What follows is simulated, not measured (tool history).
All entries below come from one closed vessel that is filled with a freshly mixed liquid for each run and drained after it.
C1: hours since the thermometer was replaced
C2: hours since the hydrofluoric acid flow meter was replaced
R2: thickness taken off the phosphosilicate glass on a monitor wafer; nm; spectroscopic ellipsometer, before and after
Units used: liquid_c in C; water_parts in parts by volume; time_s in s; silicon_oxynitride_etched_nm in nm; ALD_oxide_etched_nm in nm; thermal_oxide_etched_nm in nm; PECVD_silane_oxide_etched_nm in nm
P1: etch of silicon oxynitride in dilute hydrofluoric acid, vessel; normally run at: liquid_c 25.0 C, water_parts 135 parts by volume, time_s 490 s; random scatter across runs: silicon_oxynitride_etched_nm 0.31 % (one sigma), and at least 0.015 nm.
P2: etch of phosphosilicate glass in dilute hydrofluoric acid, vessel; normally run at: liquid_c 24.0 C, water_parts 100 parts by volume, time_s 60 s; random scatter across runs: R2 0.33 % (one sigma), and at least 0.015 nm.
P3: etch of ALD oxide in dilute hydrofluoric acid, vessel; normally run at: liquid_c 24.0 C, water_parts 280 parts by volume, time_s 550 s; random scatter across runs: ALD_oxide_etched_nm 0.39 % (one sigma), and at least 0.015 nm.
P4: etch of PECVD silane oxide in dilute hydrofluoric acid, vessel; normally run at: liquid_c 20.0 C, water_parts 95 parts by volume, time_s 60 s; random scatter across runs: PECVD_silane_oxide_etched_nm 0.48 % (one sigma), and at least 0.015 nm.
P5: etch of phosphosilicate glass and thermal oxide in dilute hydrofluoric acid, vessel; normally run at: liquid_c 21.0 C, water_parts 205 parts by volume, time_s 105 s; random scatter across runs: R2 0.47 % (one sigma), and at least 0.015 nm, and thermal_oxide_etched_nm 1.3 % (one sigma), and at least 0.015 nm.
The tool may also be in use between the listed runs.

{"run": 1, "day": 0.4, "process": "P1", "liquid_c": 25.0, "water_parts": 135, "time_s": 490, "C1": 152.5, "C2": 1175.4, "silicon_oxynitride_etched_nm": 13.896}
{"run": 2, "day": 0.788, "process": "P1", "liquid_c": 25.0, "water_parts": 135, "time_s": 490, "C1": 161.8, "C2": 1184.7, "silicon_oxynitride_etched_nm": 14.139}
{"run": 3, "day": 1.283, "process": "P2", "liquid_c": 17.0, "water_parts": 100, "time_s": 60, "C1": 173.7, "C2": 1196.6, "R2": 53.75}
{"run": 4, "day": 1.829, "process": "P1", "liquid_c": 25.0, "water_parts": 135, "time_s": 490, "C1": 186.8, "C2": 1209.7, "silicon_oxynitride_etched_nm": 14.037}
{"run": 5, "day": 2.362, "process": "P3", "liquid_c": 24.0, "water_parts": 470, "time_s": 550, "C1": 199.6, "C2": 1222.5, "ALD_oxide_etched_nm": 14.899}
{"run": 6, "day": 2.675, "process": "P5", "liquid_c": 17.0, "water_parts": 205, "time_s": 105, "C1": 207.1, "C2": 1230.0, "R2": 21.24, "thermal_oxide_etched_nm": 1.6118}
{"run": 7, "day": 3.088, "process": "P5", "liquid_c": 21.0, "water_parts": 205, "time_s": 105, "C1": 217.0, "C2": 1239.9, "R2": 24.62, "thermal_oxide_etched_nm": 1.8225}
{"run": 8, "day": 3.5, "process": "P3", "liquid_c": 24.0, "water_parts": 280, "time_s": 550, "C1": 226.9, "C2": 1249.8, "ALD_oxide_etched_nm": 29.708}
{"run": 9, "day": 4.062, "process": "P1", "liquid_c": 25.0, "water_parts": 135, "time_s": 490, "C1": 240.4, "C2": 1263.3, "silicon_oxynitride_etched_nm": 14.034}
{"run": 10, "day": 4.575, "process": "P1", "liquid_c": 25.0, "water_parts": 135, "time_s": 490, "C1": 252.7, "C2": 1275.6, "silicon_oxynitride_etched_nm": 13.944}
{"run": 11, "day": 4.921, "process": "P2", "liquid_c": 24.0, "water_parts": 145, "time_s": 60, "C1": 261.0, "C2": 1283.9, "R2": 46.821}
{"run": 12, "day": 5.467, "process": "P4", "liquid_c": 17.0, "water_parts": 95, "time_s": 60, "C1": 274.1, "C2": 1297.0, "PECVD_silane_oxide_etched_nm": 10.476}
{"run": 13, "day": 6.1, "process": "P5", "liquid_c": 21.0, "water_parts": 205, "time_s": 155, "C1": 289.3, "C2": 1312.2, "R2": 36.572, "thermal_oxide_etched_nm": 2.692}
{"run": 14, "day": 6.675, "process": "P3", "liquid_c": 29.5, "water_parts": 280, "time_s": 550, "C1": 303.1, "C2": 1326.0, "ALD_oxide_etched_nm": 35.837}
{"run": 15, "day": 7.125, "process": "P1", "liquid_c": 25.0, "water_parts": 30, "time_s": 490, "C1": 313.9, "C2": 1336.8, "silicon_oxynitride_etched_nm": 68.828}
{"run": 16, "day": 7.671, "process": "P4", "liquid_c": 20.0, "water_parts": 95, "time_s": 60, "C1": 327.0, "C2": 1349.9, "PECVD_silane_oxide_etched_nm": 11.873}
{"run": 17, "day": 7.979, "process": "P5", "liquid_c": 21.0, "water_parts": 205, "time_s": 105, "C1": 334.4, "C2": 1357.3, "R2": 24.84, "thermal_oxide_etched_nm": 1.815}
{"run": 18, "day": 8.338, "process": "P1", "liquid_c": 25.0, "water_parts": 135, "time_s": 490, "C1": 343.0, "C2": 1365.9, "silicon_oxynitride_etched_nm": 14.044}
{"run": 19, "day": 9.012, "process": "P4", "liquid_c": 20.0, "water_parts": 95, "time_s": 60, "C1": 359.2, "C2": 1382.1, "PECVD_silane_oxide_etched_nm": 11.918}
{"run": 20, "day": 9.388, "process": "P2", "liquid_c": 24.0, "water_parts": 100, "time_s": 60, "C1": 368.2, "C2": 1391.1, "R2": 71.253}
{"run": 21, "day": 9.688, "process": "P1", "liquid_c": 25.0, "water_parts": 135, "time_s": 85, "C1": 375.4, "C2": 1398.3, "silicon_oxynitride_etched_nm": 2.3838}
{"run": 22, "day": 10.088, "process": "P3", "liquid_c": 24.0, "water_parts": 280, "time_s": 1010, "C1": 385.0, "C2": 1407.9, "ALD_oxide_etched_nm": 54.97}
{"run": 23, "day": 10.696, "process": "P4", "liquid_c": 20.0, "water_parts": 95, "time_s": 90, "C1": 399.6, "C2": 1422.5, "PECVD_silane_oxide_etched_nm": 17.823}
{"run": 24, "day": 11.104, "process": "P1", "liquid_c": 21.0, "water_parts": 135, "time_s": 490, "C1": 409.4, "C2": 1432.3, "silicon_oxynitride_etched_nm": 11.586}
{"run": 25, "day": 11.521, "process": "P5", "liquid_c": 21.0, "water_parts": 55, "time_s": 105, "C1": 419.4, "C2": 1442.3, "R2": 108.91, "thermal_oxide_etched_nm": 7.7788}
{"run": 26, "day": 12.171, "process": "P2", "liquid_c": 24.0, "water_parts": 100, "time_s": 30, "C1": 435.0, "C2": 1457.9, "R2": 35.69}
{"run": 27, "day": 12.717, "process": "P4", "liquid_c": 20.0, "water_parts": 20, "time_s": 60, "C1": 448.1, "C2": 1471.0, "PECVD_silane_oxide_etched_nm": 61.904}
{"run": 28, "day": 13.342, "process": "P1", "liquid_c": 31.5, "water_parts": 135, "time_s": 490, "C1": 463.1, "C2": 1486.0, "silicon_oxynitride_etched_nm": 18.696}
{"run": 29, "day": 13.938, "process": "P1", "liquid_c": 25.0, "water_parts": 135, "time_s": 790, "C1": 477.4, "C2": 1500.3, "silicon_oxynitride_etched_nm": 22.652}
{"run": 30, "day": 14.55, "process": "P1", "liquid_c": 25.0, "water_parts": 195, "time_s": 745, "C1": 492.1, "C2": 1515.0, "silicon_oxynitride_etched_nm": 14.105}
{"run": 31, "day": 14.846, "process": "P1", "liquid_c": 25.0, "water_parts": 190, "time_s": 490, "C1": 499.2, "C2": 1522.1, "silicon_oxynitride_etched_nm": 9.546}
{"run": 32, "day": 15.5, "process": "P3", "liquid_c": 24.0, "water_parts": 280, "time_s": 550, "C1": 514.9, "C2": 1537.8, "ALD_oxide_etched_nm": 30.013}
{"run": 33, "day": 15.871, "process": "P1", "liquid_c": 25.0, "water_parts": 135, "time_s": 490, "C1": 523.8, "C2": 1546.7, "silicon_oxynitride_etched_nm": 14.05}
{"run": 34, "day": 16.162, "process": "P1", "liquid_c": 25.0, "water_parts": 135, "time_s": 490, "C1": 530.8, "C2": 1553.7, "silicon_oxynitride_etched_nm": 14.236}
{"run": 35, "day": 16.738, "process": "P1", "liquid_c": 25.0, "water_parts": 135, "time_s": 490, "C1": 544.6, "C2": 1567.5, "silicon_oxynitride_etched_nm": 14.628}
{"run": 36, "day": 17.238, "process": "P1", "liquid_c": 25.0, "water_parts": 135, "time_s": 490, "C1": 556.6, "C2": 1579.5, "silicon_oxynitride_etched_nm": 14.76}
{"run": 37, "day": 17.529, "process": "P1", "liquid_c": 25.0, "water_parts": 135, "time_s": 490, "C1": 563.6, "C2": 1586.5, "silicon_oxynitride_etched_nm": 14.866}
{"run": 38, "day": 17.962, "process": "P1", "liquid_c": 25.0, "water_parts": 135, "time_s": 490, "C1": 574.0, "C2": 1596.9, "silicon_oxynitride_etched_nm": 14.808}
{"run": 39, "day": 18.621, "process": "P1", "liquid_c": 25.0, "water_parts": 135, "time_s": 490, "C1": 589.8, "C2": 1612.7, "silicon_oxynitride_etched_nm": 14.992}
{"run": 40, "day": 19.233, "process": "P1", "liquid_c": 25.0, "water_parts": 135, "time_s": 490, "C1": 604.5, "C2": 1627.4, "silicon_oxynitride_etched_nm": 14.981}

P1 no longer gives what it gave before; its output has crept away from where it was. The following 2 causes, each at its listed size, fit the log equally well:
A: hydrofluoric acid flow above the setpoint (%) = 5.8
B: liquid hotter than its thermometer reads (K) = 1.38
At approximately day 15.871, the process output began to creep.

Consider the 4 single-wafer check runs listed below, results given as question marks: which one distinguishes between the causes by giving clearly different results for each?
{"run": "check 1", "day": 19.846, "process": "P5", "liquid_c": 17.5, "water_parts": 80, "time_s": 105, "R2": "?", "thermal_oxide_etched_nm": "?"}
{"run": "check 2", "day": 19.846, "process": "P3", "liquid_c": 29.5, "water_parts": 405, "time_s": 550, "ALD_oxide_etched_nm": "?"}
{"run": "check 3", "day": 19.846, "process": "P4", "liquid_c": 17.0, "water_parts": 95, "time_s": 60, "PECVD_silane_oxide_etched_nm": "?"}
{"run": "check 4", "day": 19.846, "process": "P2", "liquid_c": 20.5, "water_parts": 100, "time_s": 30, "R2": "?"}

Expected result of each check under each candidate cause:
check=check_1 result=R2 if_A=66.719 if_B=66.526
check=check_1 result=thermal_oxide_etched_nm if_A=4.9266 if_B=4.9123
check=check_2 result=ALD_oxide_etched_nm if_A=23.539 if_B=22.684
check=check_3 result=PECVD_silane_oxide_etched_nm if_A=11.181 if_B=11.138
check=check_4 result=R2 if_A=33.019 if_B=32.805
Separation of the two closest causes in each check, using whichever result separates them best: check 1 0.29 %; check 2 3.7 %; check 3 0.38 %; check 4 0.65 %
Only in check 2 would the causes give clearly different results; in the remaining checks their results would be nearly the same.

Check 2 was carried out, with these results: ALD_oxide_etched_nm 23.530 nm. Which of the listed causes is responsible?

The correct cause is A, namely: hydrofluoric acid flow above the setpoint (%).
